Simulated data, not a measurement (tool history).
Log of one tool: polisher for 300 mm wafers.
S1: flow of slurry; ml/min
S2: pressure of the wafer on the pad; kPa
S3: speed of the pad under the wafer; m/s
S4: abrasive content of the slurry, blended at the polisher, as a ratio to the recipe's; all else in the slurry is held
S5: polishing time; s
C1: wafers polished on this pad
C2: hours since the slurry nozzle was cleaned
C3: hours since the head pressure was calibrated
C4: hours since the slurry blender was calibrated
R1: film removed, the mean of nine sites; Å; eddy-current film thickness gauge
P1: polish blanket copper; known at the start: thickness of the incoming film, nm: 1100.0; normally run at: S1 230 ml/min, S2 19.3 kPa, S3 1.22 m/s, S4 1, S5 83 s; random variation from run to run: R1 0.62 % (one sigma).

run 1 hour=3.7 | S1=230 S2=19.3 S3=1.22 S4=1 S5=83 | C1=512 C2=290.4 C3=77.6 C4=203.6 | R1=2884.1
run 2 hour=6 | S1=230 S2=14.5 S3=1.22 S4=0.55 S5=83 | C1=537 C2=292.7 C3=79.9 C4=205.9 | R1=1926.6
run 3 hour=10.5 | S1=230 S2=19.3 S3=1.22 S4=1 S5=83 | C1=584 C2=297.2 C3=84.4 C4=210.4 | R1=2866.9
-- hour=11.8 slurry nozzle cleaned
run 4 hour=12.6 | S1=230 S2=11 S3=1.22 S4=1 S5=83 | C1=606 C2=0.9 C3=86.5 C4=212.5 | R1=1670.2
-- hour=15.5 slurry blender recalibrated
run 5 hour=16.4 | S1=230 S2=19.3 S3=1.22 S4=1 S5=124 | C1=646 C2=4.7 C3=90.3 C4=0.9 | R1=4322.3
run 6 hour=18.8 | S1=230 S2=19.3 S3=1.22 S4=1 S5=83 | C1=672 C2=7.1 C3=92.7 C4=3.3 | R1=2915.8
run 7 hour=22.5 | S1=230 S2=19.3 S3=1.84 S4=1 S5=83 | C1=711 C2=10.8 C3=96.4 C4=7 | R1=4425.4
run 8 hour=25.6 | S1=230 S2=19.3 S3=1.22 S4=1.4 S5=83 | C1=744 C2=13.9 C3=99.5 C4=10.1 | R1=3144.6
run 9 hour=29.9 | S1=230 S2=19.3 S3=1.22 S4=1 S5=83 | C1=789 C2=18.2 C3=103.8 C4=14.4 | R1=2913.2
run 10 hour=32.1 | S1=230 S2=19.3 S3=0.54 S4=1 S5=83 | C1=812 C2=20.4 C3=106 C4=16.6 | R1=1285.1
-- hour=33.5 head pressure recalibrated
run 11 hour=36.1 | S1=295 S2=19.3 S3=1.22 S4=1 S5=83 | C1=854 C2=24.4 C3=2.7 C4=20.6 | R1=2966.1
run 12 hour=40.6 | S1=230 S2=19.3 S3=1.22 S4=1 S5=83 | C1=902 C2=28.9 C3=7.2 C4=25.1 | R1=2886.5
run 13 hour=43.5 | S1=230 S2=19.3 S3=1.22 S4=0.6 S5=83 | C1=933 C2=31.8 C3=10.1 C4=28 | R1=2605.2
run 14 hour=46 | S1=230 S2=19.3 S3=1.22 S4=1 S5=83 | C1=959 C2=34.3 C3=12.6 C4=30.5 | R1=2919.5
run 15 hour=48.3 | S1=230 S2=19.3 S3=1.22 S4=1 S5=54 | C1=983 C2=36.6 C3=14.9 C4=32.8 | R1=1902.9
run 16 hour=51.5 | S1=230 S2=30.3 S3=1.22 S4=1 S5=83 | C1=1017 C2=39.8 C3=18.1 C4=36 | R1=4582.1
run 17 hour=54.6 | S1=140 S2=19.3 S3=1.22 S4=1 S5=83 | C1=1050 C2=42.9 C3=21.2 C4=39.1 | R1=2706.3
run 18 hour=58.6 | S1=230 S2=19.3 S3=1.22 S4=1 S5=83 | C1=1092 C2=46.9 C3=25.2 C4=43.1 | R1=2899.8
run 19 hour=62 | S1=230 S2=19.3 S3=1.22 S4=1 S5=83 | C1=1128 C2=50.3 C3=28.6 C4=46.5 | R1=2915
run 20 hour=64 | S1=230 S2=19.3 S3=1.22 S4=1 S5=83 | C1=1149 C2=52.3 C3=30.6 C4=48.5 | R1=2894.7
run 21 hour=67.2 | S1=230 S2=19.3 S3=1.22 S4=1 S5=83 | C1=1183 C2=55.5 C3=33.8 C4=51.7 | R1=2853.6
run 22 hour=70.1 | S1=230 S2=19.3 S3=1.22 S4=1 S5=83 | C1=1213 C2=58.4 C3=36.7 C4=54.6 | R1=2808.9
run 23 hour=74.4 | S1=230 S2=19.3 S3=1.22 S4=1 S5=83 | C1=1259 C2=62.7 C3=41 C4=58.9 | R1=2784.1
run 24 hour=77.5 | S1=230 S2=19.3 S3=1.22 S4=1 S5=83 | C1=1292 C2=65.8 C3=44.1 C4=62 | R1=2764.5
-- hour=78 head pressure recalibrated
run 25 hour=79.6 | S1=230 S2=19.3 S3=1.22 S4=1 S5=83 | C1=1314 C2=67.9 C3=1.7 C4=64.1 | R1=2749.7
-- hour=82.6 slurry blender recalibrated
run 26 hour=82.7 | S1=230 S2=19.3 S3=1.22 S4=1 S5=83 | C1=1347 C2=71 C3=4.8 C4=0.2 | R1=2762
run 27 hour=85.7 | S1=230 S2=19.3 S3=1.22 S4=1 S5=83 | C1=1378 C2=74 C3=7.8 C4=3.2 | R1=2752.1
run 28 hour=89.2 | S1=230 S2=19.3 S3=1.22 S4=1 S5=83 | C1=1415 C2=77.5 C3=11.3 C4=6.7 | R1=2719
run 29 hour=93 | S1=230 S2=19.3 S3=1.22 S4=1 S5=83 | C1=1455 C2=81.3 C3=15.1 C4=10.5 | R1=2710.8
run 30 hour=95.8 | S1=230 S2=19.3 S3=1.22 S4=1 S5=83 | C1=1485 C2=84.1 C3=17.9 C4=13.3 | R1=2723.7

What P1 gives has crept away from where it was. These 2 causes fit the log equally well, each at the size given:
A: removal rate lost through wear of the pad, % = 5.95
B: slurry flow missing at the pad, % = 35
The creep began at about hour 62.
Why every other cause is out:
head's pressure below its setpoint, %: serviced at hour 78, which brought nothing back
abrasive missing from the slurry, %: serviced at hour 82.6, which brought nothing back

4 check runs are offered, each on 5 wafers whose results are averaged, their results left as question marks. Which one tells the causes apart?
run check 1 hour=98.6 | S1=230 S2=19.3 S3=0.62 S4=0.7 S5=83 | R1=?
run check 2 hour=98.6 | S1=160 S2=29 S3=1.22 S4=1 S5=83 | R1=?
run check 3 hour=98.6 | S1=230 S2=29 S3=1.22 S4=1.3 S5=83 | R1=?
run check 4 hour=98.6 | S1=230 S2=24.8 S3=1.84 S4=1 S5=83 | R1=?

What each check would give under each cause:
check=check_1 result=R1 if_A=1289.2 if_B=1289.1
check=check_2 result=R1 if_A=3900.7 if_B=3806.3
check=check_3 result=R1 if_A=4341.6 if_B=4341.4
check=check_4 result=R1 if_A=5301.1 if_B=5300.9
How far apart the two closest causes lie, in the result that separates them most: check 1 0.01 %; check 2 2.45 %; check 3 0.01 %; check 4 0.01 %
Only check 2 tells the causes apart: in the others they would give nearly the same result.

Then check 2 was run and gave: R1 3800.2 Å. Which cause is it?

It is B: slurry flow missing at the pad, %.
